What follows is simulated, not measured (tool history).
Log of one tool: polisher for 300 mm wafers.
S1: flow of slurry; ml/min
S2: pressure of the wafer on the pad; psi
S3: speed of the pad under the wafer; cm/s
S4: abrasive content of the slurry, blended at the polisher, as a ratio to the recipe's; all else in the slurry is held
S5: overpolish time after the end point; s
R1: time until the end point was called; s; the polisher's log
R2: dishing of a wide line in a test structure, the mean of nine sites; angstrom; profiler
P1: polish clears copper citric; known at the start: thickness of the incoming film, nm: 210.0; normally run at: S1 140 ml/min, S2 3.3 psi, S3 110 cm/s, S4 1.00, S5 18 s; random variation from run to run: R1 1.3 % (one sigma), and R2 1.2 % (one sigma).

run	hour	S1	S2	S3	S4	S5	R1	R2
1	17.4	140	3.3	110	1.00	18	72.671	367.37
2	35.1	140	3.3	110	1.00	18	75.408	365.15
3	53.1	140	3.3	110	1.00	5	73.920	106.23
4	61.7	140	1.8	110	1.00	18	135.030	205.63
5	75.3	210	3.3	110	1.00	18	68.618	390.94
6	87.9	140	3.3	110	1.00	18	73.628	361.73
7	96.6	190	3.3	110	1.00	9	70.387	204.22
8	110.4	140	3.3	110	1.35	18	69.247	380.95
9	119.0	140	3.3	110	1.00	18	75.054	355.16
10	136.6	140	3.3	110	0.65	18	79.820	336.62
11	149.3	140	3.3	166	1.00	18	49.158	518.34
12	162.3	140	3.3	110	1.00	31	73.965	577.84
13	174.2	140	3.3	110	1.00	18	74.150	364.01
14	191.0	140	3.3	110	1.00	18	73.487	362.97
15	201.5	85	3.3	110	1.00	18	80.955	317.53
16	215.9	140	3.3	72	1.00	18	113.660	246.26
17	229.7	140	5.2	110	1.00	18	47.382	549.46
18	243.3	140	3.3	110	1.00	18	74.285	363.33
19	261.6	140	3.3	110	1.00	18	77.124	344.72
20	279.8	140	3.3	110	1.00	18	78.127	340.45
21	298.5	140	3.3	110	1.00	18	80.931	327.91
# hour 304.8: slurry blender recalibrated
22	308.3	140	3.3	110	1.00	18	81.867	328.51
# hour 322.2: head pressure recalibrated
23	325.9	140	3.3	110	1.00	18	82.398	328.52
24	339.3	140	3.3	110	1.00	18	85.273	327.12
25	347.7	140	3.3	110	1.00	18	81.802	322.92
26	360.8	140	3.3	110	1.00	18	83.498	329.28
27	370.9	140	3.3	110	1.00	18	84.721	326.42

What P1 gives has crept away from where it was. These 2 causes fit the log equally well, each at the size given:
A: removal rate lost through wear of the pad, % = 10.9
B: slurry flow missing at the pad, % = 39.2
The creep began at about hour 243.3.
Why every other cause is out:
head's pressure below its setpoint, %: serviced at hour 322.2, which brought nothing back
abrasive missing from the slurry, %: serviced at hour 304.8, which brought nothing back

4 check runs are offered, each on 2 wafers whose results are averaged, their results left as question marks. Which one tells the causes apart?
check 1	381.0	140	3.3	110	1.35	18	?	?
check 2	381.0	140	3.3	110	0.70	18	?	?
check 3	381.0	140	3.3	162	1.00	18	?	?
check 4	381.0	85	3.3	110	1.00	7	?	?

What each check would give under each cause:
check	result	if A	if B
check 1	R1	77.810	77.832
check 1	R2	344.17	344.08
check 2	R1	89.524	89.549
check 2	R2	302.90	302.83
check 3	R1	56.771	56.787
check 3	R2	455.08	454.97
check 4	R1	93.299	99.266
check 4	R2	119.14	112.19
How far apart the two closest causes lie, in the result that separates them most: check 1 0.03 %; check 2 0.03 %; check 3 0.03 %; check 4 6.2 %
Check 4 tells the causes apart: in the others they would give nearly the same result.

Then check 4 was run and gave: R1 94.540 s; R2 119.35 angstrom. Which cause is it?

It is A: removal rate lost through wear of the pad, %.
